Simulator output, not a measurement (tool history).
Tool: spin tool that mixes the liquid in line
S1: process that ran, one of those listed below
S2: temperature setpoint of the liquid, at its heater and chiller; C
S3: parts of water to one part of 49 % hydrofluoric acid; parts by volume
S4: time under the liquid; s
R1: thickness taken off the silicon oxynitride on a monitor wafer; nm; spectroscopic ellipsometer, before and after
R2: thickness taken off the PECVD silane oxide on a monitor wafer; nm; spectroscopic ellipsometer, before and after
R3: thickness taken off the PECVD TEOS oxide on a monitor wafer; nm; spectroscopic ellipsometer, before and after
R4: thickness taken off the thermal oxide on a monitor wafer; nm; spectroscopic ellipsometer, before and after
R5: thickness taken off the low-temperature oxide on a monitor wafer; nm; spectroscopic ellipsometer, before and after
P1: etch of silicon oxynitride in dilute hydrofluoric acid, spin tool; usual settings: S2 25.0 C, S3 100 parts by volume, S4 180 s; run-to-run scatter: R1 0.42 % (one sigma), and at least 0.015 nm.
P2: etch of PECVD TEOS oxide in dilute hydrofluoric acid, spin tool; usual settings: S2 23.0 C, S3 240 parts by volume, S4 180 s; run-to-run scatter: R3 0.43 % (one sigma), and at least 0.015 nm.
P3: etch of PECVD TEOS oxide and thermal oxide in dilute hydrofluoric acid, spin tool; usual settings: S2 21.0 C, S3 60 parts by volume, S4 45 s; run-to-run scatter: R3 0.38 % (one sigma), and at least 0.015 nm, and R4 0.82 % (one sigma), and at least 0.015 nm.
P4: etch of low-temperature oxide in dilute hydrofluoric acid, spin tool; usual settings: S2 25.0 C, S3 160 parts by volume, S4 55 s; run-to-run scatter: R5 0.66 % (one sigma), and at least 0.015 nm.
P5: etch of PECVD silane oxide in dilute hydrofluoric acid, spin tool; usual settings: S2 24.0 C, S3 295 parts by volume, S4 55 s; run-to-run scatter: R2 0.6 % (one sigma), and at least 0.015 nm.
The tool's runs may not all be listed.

run,day,S1,S2,S3,S4,R1,R2,R3,R4,R5
1,0.321,P1,25.0,100,180,5.1808,,,,
2,0.712,P5,19.0,295,55,,4.2742,,,
3,1.058,P3,21.0,60,45,,,17.8540,3.1852,
4,1.433,P5,24.0,295,55,,5.0585,,,
5,1.662,P5,24.0,295,30,,2.7997,,,
6,1.921,P3,21.0,60,45,,,17.7420,3.1812,
7,2.154,P1,25.0,100,180,5.1794,,,,
8,2.383,P1,25.0,100,180,5.1461,,,,
9,2.767,P1,25.0,100,290,8.3237,,,,
10,3.129,P2,23.0,410,180,,,3.5372,,
11,3.512,P1,25.0,50,180,10.6410,,,,
12,3.842,P4,25.0,50,55,,,,,15.0580
13,4.162,P2,23.0,240,75,,,2.8958,,
14,4.400,P1,25.0,45,320,21.3720,,,,
15,4.829,P1,25.0,100,180,5.1514,,,,
# day 4.988: thermometer replaced
16,5.083,P1,32.5,100,180,7.2428,,,,
17,5.483,P2,23.0,240,180,,,7.0668,,
18,5.879,P2,23.0,240,180,,,7.0944,,
19,6.317,P1,20.0,100,180,4.0571,,,,
20,6.696,P2,17.0,240,180,,,5.5868,,
21,7.050,P3,21.0,60,15,,,5.9263,1.0379,
22,7.254,P1,25.0,100,180,5.1312,,,,
23,7.488,P3,21.0,20,45,,,56.3340,9.8792,
# day 7.512: hydrofluoric acid flow meter replaced
24,7.742,P4,25.0,160,115,,,,,8.6977
25,8.096,P3,27.5,60,45,,,23.0440,4.1049,
26,8.446,P4,25.0,160,55,,,,,4.0894
27,8.650,P1,25.0,100,180,5.1120,,,,
28,9.067,P1,18.0,45,180,8.4343,,,,
29,9.346,P1,25.0,165,180,2.9594,,,,
30,9.729,P5,24.0,295,55,,5.1125,,,
31,9.933,P1,25.0,100,85,2.4284,,,,
32,10.162,P5,24.0,55,55,,35.8130,,,
33,10.592,P4,17.0,160,55,,,,,3.0243

Forecast run 34:
34,11.017,P1,25.0,100,180,?,,,,

{"run 34": {"R1": 5.1606}}

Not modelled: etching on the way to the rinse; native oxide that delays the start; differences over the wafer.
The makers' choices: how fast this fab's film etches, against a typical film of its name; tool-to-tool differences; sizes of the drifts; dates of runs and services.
